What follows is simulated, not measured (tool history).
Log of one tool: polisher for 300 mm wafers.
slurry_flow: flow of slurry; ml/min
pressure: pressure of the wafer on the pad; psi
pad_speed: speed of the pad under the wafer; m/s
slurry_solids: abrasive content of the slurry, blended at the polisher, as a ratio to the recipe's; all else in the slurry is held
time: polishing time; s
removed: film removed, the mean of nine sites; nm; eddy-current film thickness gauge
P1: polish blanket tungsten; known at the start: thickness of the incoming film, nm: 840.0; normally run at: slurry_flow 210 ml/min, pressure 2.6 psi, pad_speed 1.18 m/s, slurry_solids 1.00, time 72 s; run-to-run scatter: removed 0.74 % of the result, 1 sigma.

run	hour	slurry_flow	pressure	pad_speed	slurry_solids	time	removed
1	6.0	210	2.6	1.18	1.00	72	225.25
2	14.3	210	2.6	1.18	1.00	72	224.09
3	22.2	210	2.6	1.18	1.35	72	240.92
4	30.3	330	2.6	1.18	1.00	72	234.70
5	36.8	125	2.6	1.18	1.00	72	206.32
6	44.7	210	4.0	1.18	1.00	72	345.23
7	49.9	210	1.8	1.18	1.00	72	155.65
8	57.3	210	2.6	1.82	1.00	72	345.69
# hour 58.9: head pressure recalibrated
9	64.6	210	2.6	1.18	1.00	72	224.38
10	70.1	210	2.6	1.18	1.00	72	226.04
11	78.3	210	2.6	1.18	1.00	50	156.52
12	84.3	210	2.6	1.18	1.00	72	225.32
13	92.6	210	2.6	0.58	1.00	72	111.63
14	99.6	210	2.6	1.18	1.00	72	226.12
15	104.8	210	2.6	1.18	1.00	113	350.56
16	108.5	210	2.6	1.18	0.55	72	194.36
17	115.8	305	2.6	1.18	0.80	72	220.57
18	122.2	210	2.6	1.18	1.00	72	223.94
19	127.0	210	2.6	1.18	1.00	72	218.42
20	132.3	210	2.6	1.18	1.00	72	216.73
21	139.7	210	2.6	1.18	1.00	72	214.22
22	145.8	210	2.6	1.18	1.00	72	213.02
# hour 146.8: head pressure recalibrated
23	150.9	210	2.6	1.18	1.00	72	211.47
# hour 156.4: worn pad replaced by a new one
24	157.8	210	2.6	1.18	1.00	72	207.24
# hour 159.0: slurry tank refilled with fresh slurry and peroxide
25	164.9	210	2.6	1.18	1.00	72	204.86
26	171.6	210	2.6	1.18	1.00	72	207.30
27	180.2	210	2.6	1.18	1.00	72	206.42

What P1 gives has crept away from where it was. These 2 causes fit the log equally well, each at the size given:
A: abrasive missing from the slurry, % = 27.7
B: slurry flow missing at the pad, % = 38.1
The creep began at about hour 122.2.
Why every other cause is out:
removal rate lost through wear of the pad, %: serviced at hour 156.4, which brought nothing back
head's pressure below its setpoint, %: serviced at hour 146.8, which brought nothing back
peroxide lost from the slurry, %: serviced at hour 159.0, which brought nothing back

4 check runs are offered, each on 2 wafers whose results are averaged, their results left as question marks. Which one tells the causes apart?
check 1	188.8	210	3.7	1.18	1.00	72	?
check 2	188.8	130	2.6	1.18	1.00	72	?
check 3	188.8	210	2.6	1.18	1.00	112	?
check 4	188.8	210	2.6	1.18	0.55	72	?

What each check would give under each cause:
check	result	if A	if B
check 1	removed	295.70	295.66
check 2	removed	192.66	184.85
check 3	removed	323.23	323.19
check 4	removed	182.01	181.13
How far apart the two closest causes lie, in the result that separates them most: check 1 0.01 %; check 2 4.14 %; check 3 0.01 %; check 4 0.49 %
Check 2 tells the causes apart: in the others they would give nearly the same result.

Then check 2 was run and gave: removed 184.73 nm. Which cause is it?

It is B: slurry flow missing at the pad, %.

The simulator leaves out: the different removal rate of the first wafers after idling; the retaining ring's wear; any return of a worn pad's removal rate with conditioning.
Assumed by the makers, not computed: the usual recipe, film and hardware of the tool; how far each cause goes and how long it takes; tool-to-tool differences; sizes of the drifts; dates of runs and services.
